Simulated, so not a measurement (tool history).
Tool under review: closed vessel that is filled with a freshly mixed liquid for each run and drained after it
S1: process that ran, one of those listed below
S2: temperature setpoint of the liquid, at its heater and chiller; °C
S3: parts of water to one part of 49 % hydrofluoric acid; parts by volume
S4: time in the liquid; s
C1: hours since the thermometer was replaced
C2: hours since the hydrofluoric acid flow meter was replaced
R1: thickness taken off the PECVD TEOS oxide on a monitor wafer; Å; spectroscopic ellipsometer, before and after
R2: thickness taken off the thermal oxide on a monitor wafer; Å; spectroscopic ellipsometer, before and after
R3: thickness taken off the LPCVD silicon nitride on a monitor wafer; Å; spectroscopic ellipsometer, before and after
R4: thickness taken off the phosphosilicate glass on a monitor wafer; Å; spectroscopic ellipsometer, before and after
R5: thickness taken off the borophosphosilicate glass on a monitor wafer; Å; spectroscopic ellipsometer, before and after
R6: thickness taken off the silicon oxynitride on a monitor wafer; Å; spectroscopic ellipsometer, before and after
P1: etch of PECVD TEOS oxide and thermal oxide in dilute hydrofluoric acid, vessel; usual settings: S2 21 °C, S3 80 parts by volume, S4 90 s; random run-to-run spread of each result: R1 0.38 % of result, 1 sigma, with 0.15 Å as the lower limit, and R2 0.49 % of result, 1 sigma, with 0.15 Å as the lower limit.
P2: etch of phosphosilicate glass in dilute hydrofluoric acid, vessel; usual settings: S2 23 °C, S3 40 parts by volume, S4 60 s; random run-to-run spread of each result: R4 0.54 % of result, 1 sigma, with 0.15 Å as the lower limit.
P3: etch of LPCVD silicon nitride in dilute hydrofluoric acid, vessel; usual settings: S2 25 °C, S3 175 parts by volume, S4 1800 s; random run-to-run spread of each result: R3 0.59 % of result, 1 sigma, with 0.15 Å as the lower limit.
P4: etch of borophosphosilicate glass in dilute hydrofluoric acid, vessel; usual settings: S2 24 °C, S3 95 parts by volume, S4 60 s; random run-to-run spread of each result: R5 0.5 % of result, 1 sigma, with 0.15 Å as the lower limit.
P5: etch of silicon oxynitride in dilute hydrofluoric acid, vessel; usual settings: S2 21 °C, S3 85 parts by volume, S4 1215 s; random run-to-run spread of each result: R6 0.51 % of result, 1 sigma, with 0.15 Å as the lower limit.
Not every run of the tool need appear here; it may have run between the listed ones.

run,hour,S1,S2,S3,S4,C1,C2,R1,R2,R3,R4,R5,R6
1,4.5,P1,21,80,90,687.5,936.8,209.76,51.79,,,,
2,8.1,P3,25,70,1800,691.1,940.4,,,124.46,,,
3,12.4,P1,21,80,135,695.4,944.7,314.64,77.249,,,,
4,16.4,P1,21,55,50,699.4,948.7,174.34,43.2,,,,
5,21.1,P3,17.5,175,1800,704.1,953.4,,,30.858,,,
6,25.6,P2,23,20,60,708.6,957.9,,,,3773.3,,
7,30.4,P2,23,40,60,713.4,962.7,,,,1814.9,,
8,33.7,P3,25,175,3305,716.7,966,,,92.509,,,
9,37.4,P1,21,80,90,720.4,969.7,210.23,51.649,,,,
10,40.1,P1,28,80,90,723.1,972.4,275.91,69.142,,,,
11,43.9,P1,17,80,90,726.9,976.2,176.46,43.864,,,,
12,48.2,P1,21,80,90,731.2,980.5,211.17,51.653,,,,
13,51,P4,24,20,60,734,983.3,,,,,1787.4,
14,55.7,P5,21,40,1215,738.7,988,,,,,,409.07
15,60.1,P3,25,175,1800,743.1,992.4,,,51.146,,,
16,63.5,P1,21,80,90,746.5,995.8,209.91,51.535,,,,
17,67.8,P2,30,40,60,750.8,1000.1,,,,2460.4,,
18,70.3,P2,23,40,30,753.3,1002.6,,,,922.8,,
19,73.2,P4,24,95,60,756.2,1005.5,,,,,344.28,
20,76,P1,21,80,50,759,1008.3,116.85,28.546,,,,
21,78.9,P5,28,85,1215,761.9,1011.2,,,,,,260.32
22,81.7,P5,21,85,1215,764.7,1014,,,,,,186.1
23,86.3,P4,24,95,60,769.3,1018.6,,,,,340.72,
24,89.1,P1,24.5,80,30,772.1,1021.4,80.331,19.749,,,,
25,93.8,P1,21,80,90,776.8,1026.1,209.05,52.356,,,,
26,98.2,P5,21,85,2000,781.2,1030.5,,,,,,306.45
27,102.9,P1,21,50,90,785.9,1035.2,346.7,85.682,,,,
28,106.3,P5,21,85,1215,789.3,1038.6,,,,,,186.97
29,109.2,P4,30.5,95,60,792.2,1041.5,,,,,440.23,
30,112.3,P3,25,175,1800,795.3,1044.6,,,49.502,,,
31,114.9,P1,21,80,90,797.9,1047.2,209.56,51.478,,,,
32,119.4,P1,21,135,90,802.4,1051.7,115.79,28.874,,,,
33,122.4,P4,24,95,115,805.4,1054.7,,,,,658.42,
34,126.8,P1,21,80,90,809.8,1059.1,208.63,52.016,,,,
35,129.4,P1,21,80,90,812.4,1061.7,209.67,51.456,,,,

Run 36 is up next; what results do you expect?
36,131.6,P1,21,80,90,814.6,1063.9,?,?,,,,

{"run 36": {"R1": 203.22, "R2": 50.215}}
